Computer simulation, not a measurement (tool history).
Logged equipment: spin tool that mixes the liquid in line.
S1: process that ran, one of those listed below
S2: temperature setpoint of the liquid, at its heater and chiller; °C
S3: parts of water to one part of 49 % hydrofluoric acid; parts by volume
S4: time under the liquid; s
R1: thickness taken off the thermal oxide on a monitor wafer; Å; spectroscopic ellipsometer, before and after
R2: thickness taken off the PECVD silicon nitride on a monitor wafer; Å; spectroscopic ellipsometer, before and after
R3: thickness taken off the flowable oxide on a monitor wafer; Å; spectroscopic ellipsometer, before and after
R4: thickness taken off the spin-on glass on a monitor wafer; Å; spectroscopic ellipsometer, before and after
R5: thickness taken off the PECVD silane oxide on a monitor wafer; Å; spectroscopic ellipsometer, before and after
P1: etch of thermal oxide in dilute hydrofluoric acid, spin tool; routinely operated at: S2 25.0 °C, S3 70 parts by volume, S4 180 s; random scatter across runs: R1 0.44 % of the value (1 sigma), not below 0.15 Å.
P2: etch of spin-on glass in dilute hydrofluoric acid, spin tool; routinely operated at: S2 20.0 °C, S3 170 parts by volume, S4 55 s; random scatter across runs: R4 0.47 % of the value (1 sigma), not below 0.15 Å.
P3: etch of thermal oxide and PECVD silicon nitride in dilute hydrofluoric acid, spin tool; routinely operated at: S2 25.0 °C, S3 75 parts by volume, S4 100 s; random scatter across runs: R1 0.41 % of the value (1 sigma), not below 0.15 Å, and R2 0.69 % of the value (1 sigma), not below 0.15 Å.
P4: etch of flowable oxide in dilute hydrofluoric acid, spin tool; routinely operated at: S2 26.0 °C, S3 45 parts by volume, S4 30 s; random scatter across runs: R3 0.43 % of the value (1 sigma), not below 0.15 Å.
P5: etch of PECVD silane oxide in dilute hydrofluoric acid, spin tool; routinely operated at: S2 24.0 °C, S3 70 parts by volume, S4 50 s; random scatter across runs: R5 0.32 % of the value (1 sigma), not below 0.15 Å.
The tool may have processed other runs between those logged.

| run | hour | S1 | S2 | S3 | S4 | R1 | R2 | R3 | R4 | R5 |
|---|---|---|---|---|---|---|---|---|---|---|
| 1 | 6.1 | P1 | 25.0 | 70 | 180 | 135.660 |  |  |  |  |
| 2 | 13.4 | P3 | 25.0 | 75 | 100 | 66.420 | 40.780 |  |  |  |
| 3 | 20.0 | P3 | 25.0 | 75 | 100 | 67.044 | 40.566 |  |  |  |
| 4 | 29.1 | P3 | 25.0 | 75 | 165 | 110.710 | 67.703 |  |  |  |
| 5 | 37.0 | P4 | 26.0 | 45 | 45 |  |  | 627.71 |  |  |
| 6 | 42.9 | P1 | 25.0 | 105 | 255 | 123.600 |  |  |  |  |
| 7 | 53.1 | P1 | 17.0 | 70 | 180 | 98.194 |  |  |  |  |
| 8 | 58.6 | P1 | 25.0 | 70 | 350 | 263.820 |  |  |  |  |
| 9 | 66.2 | P4 | 26.0 | 30 | 30 |  |  | 650.37 |  |  |
| 10 | 76.8 | P1 | 25.0 | 70 | 15 | 11.355 |  |  |  |  |
| 11 | 83.1 | P4 | 26.0 | 45 | 30 |  |  | 418.68 |  |  |
| 12 | 88.6 | P1 | 32.0 | 70 | 180 | 178.590 |  |  |  |  |
| 13 | 95.2 | P2 | 20.0 | 45 | 55 |  |  |  | 425.810 |  |
| 14 | 105.7 | P1 | 25.0 | 70 | 180 | 135.820 |  |  |  |  |
| 15 | 111.2 | P5 | 24.0 | 70 | 50 |  |  |  |  | 258.06 |
| 16 | 118.2 | P5 | 17.0 | 70 | 50 |  |  |  |  | 193.22 |
| 17 | 124.9 | P1 | 25.0 | 70 | 180 | 136.250 |  |  |  |  |
| 18 | 130.0 | P4 | 21.5 | 45 | 30 |  |  | 348.82 |  |  |
| 19 | 140.3 | P5 | 24.0 | 95 | 50 |  |  |  |  | 184.11 |
| 20 | 148.7 | P5 | 24.0 | 70 | 50 |  |  |  |  | 258.23 |
| 21 | 157.2 | P1 | 25.0 | 70 | 180 | 134.630 |  |  |  |  |
| 22 | 163.8 | P2 | 20.0 | 170 | 55 |  |  |  | 98.947 |  |
| 23 | 171.9 | P1 | 25.0 | 35 | 180 | 286.600 |  |  |  |  |
| 24 | 180.4 | P1 | 20.5 | 70 | 50 | 31.735 |  |  |  |  |
| 25 | 186.6 | P3 | 17.5 | 75 | 100 | 49.715 | 24.714 |  |  |  |
| 26 | 194.7 | P2 | 20.0 | 170 | 15 |  |  |  | 26.834 |  |
| 27 | 205.0 | P2 | 24.5 | 170 | 55 |  |  |  | 117.110 |  |
| 28 | 212.2 | P3 | 25.0 | 35 | 100 | 150.720 | 86.357 |  |  |  |
| 29 | 221.8 | P2 | 20.0 | 170 | 55 |  |  |  | 98.881 |  |
| 30 | 227.9 | P5 | 24.0 | 70 | 20 |  |  |  |  | 102.88 |
| 31 | 238.0 | P1 | 25.0 | 115 | 180 | 78.117 |  |  |  |  |
| 32 | 243.6 | P1 | 25.0 | 70 | 180 | 136.480 |  |  |  |  |
| 33 | 251.7 | P1 | 25.0 | 70 | 180 | 130.690 |  |  |  |  |
| 34 | 257.3 | P1 | 25.0 | 70 | 180 | 129.200 |  |  |  |  |
| 35 | 264.6 | P1 | 25.0 | 70 | 180 | 127.960 |  |  |  |  |
| 36 | 272.4 | P1 | 25.0 | 70 | 180 | 126.630 |  |  |  |  |
| 37 | 283.2 | P1 | 25.0 | 70 | 180 | 126.530 |  |  |  |  |
| 38 | 292.4 | P1 | 25.0 | 70 | 180 | 126.600 |  |  |  |  |

P1 no longer gives what it gave before; its output has crept away from where it was. The following 2 causes, each at its listed size, fit the log equally well:
A: hydrofluoric acid flow below the setpoint (%) = 6.46
B: liquid colder than its thermometer reads (K) = 1.81
Onset of the creep was near hour 243.6.

Which of the check runs below tells the causes apart, meaning the causes would give it clearly different results? Each run uses 2 wafers whose results are averaged, and each result is shown as a question mark.
| check 1 | 301.6 | P5 | 24.0 | 70 | 50 |  |  |  |  | ? |
| check 2 | 301.6 | P4 | 26.0 | 45 | 30 |  |  | ? |  |  |
| check 3 | 301.6 | P2 | 20.0 | 170 | 55 |  |  |  | ? |  |
| check 4 | 301.6 | P3 | 25.0 | 75 | 100 | ? | ? |  |  |  |

How each check would come out, cause by cause:
| check | result | if A | if B |
|---|---|---|---|
| check 1 | R5 | 240.41 | 240.17 |
| check 2 | R3 | 392.86 | 391.69 |
| check 3 | R4 | 91.195 | 91.817 |
| check 4 | R1 | 62.346 | 62.380 |
| check 4 | R2 | 38.123 | 36.097 |
Per-check spread between the two closest causes, in the result where they differ most: check 1 0.1 %; check 2 0.3 %; check 3 0.68 %; check 4 5.46 %
Check 4 is the one run that separates the causes; every other check would come out nearly the same whichever cause is at work.

After running check 4, the following was obtained: R1 62.464 Å; R2 37.919 Å. Which cause does this point to?

It was cause A: hydrofluoric acid flow below the setpoint (%).
